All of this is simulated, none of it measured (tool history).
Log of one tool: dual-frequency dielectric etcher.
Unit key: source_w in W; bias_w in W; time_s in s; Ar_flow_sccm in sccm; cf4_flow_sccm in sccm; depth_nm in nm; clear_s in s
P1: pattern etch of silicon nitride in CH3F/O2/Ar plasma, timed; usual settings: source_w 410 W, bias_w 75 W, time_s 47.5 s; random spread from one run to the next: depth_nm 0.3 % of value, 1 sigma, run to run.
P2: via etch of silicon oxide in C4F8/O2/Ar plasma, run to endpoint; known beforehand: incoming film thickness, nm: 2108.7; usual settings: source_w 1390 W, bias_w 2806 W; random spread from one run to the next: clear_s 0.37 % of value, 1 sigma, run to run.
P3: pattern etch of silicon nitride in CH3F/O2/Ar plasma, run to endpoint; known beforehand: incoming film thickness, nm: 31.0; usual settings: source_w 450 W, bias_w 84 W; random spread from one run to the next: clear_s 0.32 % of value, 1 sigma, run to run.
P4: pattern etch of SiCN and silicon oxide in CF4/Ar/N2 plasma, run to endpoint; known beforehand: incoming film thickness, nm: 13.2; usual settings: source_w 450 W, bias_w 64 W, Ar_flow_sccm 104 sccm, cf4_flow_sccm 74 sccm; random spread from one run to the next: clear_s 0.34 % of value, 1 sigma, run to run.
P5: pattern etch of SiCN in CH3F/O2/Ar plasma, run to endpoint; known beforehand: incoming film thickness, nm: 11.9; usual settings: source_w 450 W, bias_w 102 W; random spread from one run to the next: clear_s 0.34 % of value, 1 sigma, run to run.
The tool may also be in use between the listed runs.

Run 1, hour 8.6: process P1, source_w 410 W, bias_w 75 W, time_s 47.5 s. Result: depth_nm 33.628 nm.
Run 2, hour 21.2: process P3, source_w 450 W, bias_w 54 W. Result: clear_s 47.982 s.
Run 3, hour 35.1: process P1, source_w 410 W, bias_w 75 W, time_s 47.5 s. Result: depth_nm 33.458 nm.
Run 4, hour 47.9: process P1, source_w 410 W, bias_w 92 W, time_s 47.5 s. Result: depth_nm 35.952 nm.
Run 5, hour 57.0: process P3, source_w 530 W, bias_w 84 W. Result: clear_s 38.693 s.
Run 6, hour 70.9: process P1, source_w 410 W, bias_w 75 W, time_s 64.5 s. Result: depth_nm 45.555 nm.
Run 7, hour 81.6: process P2, source_w 1390 W, bias_w 2806 W. Result: clear_s 443.210 s.
Run 8, hour 90.3: process P1, source_w 410 W, bias_w 75 W, time_s 27.5 s. Result: depth_nm 19.362 nm.
Run 9, hour 98.2: process P2, source_w 1390 W, bias_w 2806 W. Result: clear_s 444.420 s.
Run 10, hour 108.4: process P1, source_w 410 W, bias_w 75 W, time_s 47.5 s. Result: depth_nm 33.568 nm.
Run 11, hour 122.8: process P3, source_w 450 W, bias_w 84 W. Result: clear_s 40.881 s.
Run 12, hour 133.1: process P2, source_w 930 W, bias_w 2806 W. Result: clear_s 518.590 s.
Run 13, hour 141.7: process P1, source_w 410 W, bias_w 75 W, time_s 47.5 s. Result: depth_nm 33.675 nm.
Run 14, hour 149.8: process P1, source_w 520 W, bias_w 75 W, time_s 47.5 s. Result: depth_nm 36.508 nm.
Run 15, hour 157.6: process P4, source_w 450 W, bias_w 64 W, Ar_flow_sccm 104 sccm, cf4_flow_sccm 45 sccm. Result: clear_s 17.534 s.
Run 16, hour 165.6: process P1, source_w 280 W, bias_w 75 W, time_s 47.5 s. Result: depth_nm 28.953 nm.
Run 17, hour 178.7: process P2, source_w 1390 W, bias_w 3621 W. Result: clear_s 411.220 s.
Run 18, hour 188.0: process P5, source_w 450 W, bias_w 102 W. Result: clear_s 26.035 s.
Run 19, hour 197.3: process P4, source_w 450 W, bias_w 64 W, Ar_flow_sccm 140 sccm, cf4_flow_sccm 74 sccm. Result: clear_s 16.977 s.
Run 20, hour 209.7: process P5, source_w 620 W, bias_w 102 W. Result: clear_s 23.333 s.
Run 21, hour 216.7: process P4, source_w 450 W, bias_w 40 W, Ar_flow_sccm 104 sccm, cf4_flow_sccm 74 sccm. Result: clear_s 18.781 s.
Run 22, hour 223.6: process P3, source_w 450 W, bias_w 84 W. Result: clear_s 41.303 s.
Run 23, hour 234.9: process P4, source_w 330 W, bias_w 64 W, Ar_flow_sccm 104 sccm, cf4_flow_sccm 74 sccm. Result: clear_s 21.220 s.
Run 24, hour 243.0: process P1, source_w 410 W, bias_w 75 W, time_s 47.5 s. Result: depth_nm 33.649 nm.
Run 25, hour 255.3: process P1, source_w 280 W, bias_w 75 W, time_s 38.0 s. Result: depth_nm 23.304 nm.
Run 26, hour 262.1: process P1, source_w 410 W, bias_w 58 W, time_s 47.5 s. Result: depth_nm 30.895 nm.
Run 27, hour 269.2: process P4, source_w 450 W, bias_w 64 W, Ar_flow_sccm 104 sccm, cf4_flow_sccm 74 sccm. Result: clear_s 16.195 s.
Run 28, hour 280.1: process P5, source_w 450 W, bias_w 68 W. Result: clear_s 30.316 s.
Run 29, hour 290.4: process P5, source_w 450 W, bias_w 102 W. Result: clear_s 26.058 s.
Run 30, hour 301.8: process P1, source_w 410 W, bias_w 75 W, time_s 47.5 s. Result: depth_nm 33.739 nm.
Run 31, hour 315.7: process P1, source_w 410 W, bias_w 75 W, time_s 47.5 s. Result: depth_nm 33.206 nm.
Run 32, hour 329.8: process P1, source_w 410 W, bias_w 75 W, time_s 47.5 s. Result: depth_nm 33.362 nm.
At hour 344.2: wet clean of the chamber.
Run 33, hour 344.4: process P1, source_w 410 W, bias_w 75 W, time_s 47.5 s. Result: depth_nm 33.263 nm.
Run 34, hour 350.9: process P1, source_w 410 W, bias_w 75 W, time_s 47.5 s. Result: depth_nm 33.124 nm.
Run 35, hour 362.1: process P1, source_w 410 W, bias_w 75 W, time_s 47.5 s. Result: depth_nm 33.089 nm.
Run 36, hour 369.1: process P1, source_w 410 W, bias_w 75 W, time_s 47.5 s. Result: depth_nm 32.984 nm.
Run 37, hour 382.2: process P1, source_w 410 W, bias_w 75 W, time_s 47.5 s. Result: depth_nm 33.094 nm.
Run 38, hour 394.3: process P1, source_w 410 W, bias_w 75 W, time_s 47.5 s. Result: depth_nm 33.086 nm.
Run 39, hour 404.6: process P1, source_w 410 W, bias_w 75 W, time_s 47.5 s. Result: depth_nm 33.034 nm.
Run 40, hour 417.9: process P1, source_w 410 W, bias_w 75 W, time_s 47.5 s. Result: depth_nm 33.063 nm.

The log shows P1 creeping away from where it was. Any of the 2 causes listed here, at the size stated for it, fits the log just as well as the others:
A: bias power that arrives under what is set, % = 4.28
B: source power that arrives under what is set, % = 3.89
Creep in the process output first set in at about hour 301.8.
Ruled out, with reasons:
chamber walls in a state that lowers the etch rate, %: was serviced at hour 344.2, once the creep was under way, yet the earlier output never came back

4 check runs are offered, each on 2 wafers whose results are averaged, their results left as question marks. Which one tells the causes apart?
Run check 1, hour 431.2: process P2, source_w 1140 W, bias_w 3568 W. Result: clear_s ?.
Run check 2, hour 431.2: process P3, source_w 450 W, bias_w 55 W. Result: clear_s ?.
Run check 3, hour 431.2: process P5, source_w 620 W, bias_w 102 W. Result: clear_s ?.
Run check 4, hour 431.2: process P4, source_w 450 W, bias_w 44 W, Ar_flow_sccm 128 sccm, cf4_flow_sccm 74 sccm. Result: clear_s ?.

Outcome of each check run for each possible cause:
  check   result     if A     if B
check 1  clear_s  450.680  450.990
check 2  clear_s   48.086   48.161
check 3  clear_s   23.594   23.563
check 4  clear_s   19.143   19.567
Smallest distance between any two causes, each pair judged by its most separating result, in per cent: check 1 0.07 %; check 2 0.16 %; check 3 0.13 %; check 4 2.19 %
Check 4 distinguishes between the causes, while the remaining checks would return nearly the same result for all of them.

Check 4 was carried out, with these results: clear_s 19.496 s. Which of the listed causes is responsible?

It is B: source power that arrives under what is set, %.

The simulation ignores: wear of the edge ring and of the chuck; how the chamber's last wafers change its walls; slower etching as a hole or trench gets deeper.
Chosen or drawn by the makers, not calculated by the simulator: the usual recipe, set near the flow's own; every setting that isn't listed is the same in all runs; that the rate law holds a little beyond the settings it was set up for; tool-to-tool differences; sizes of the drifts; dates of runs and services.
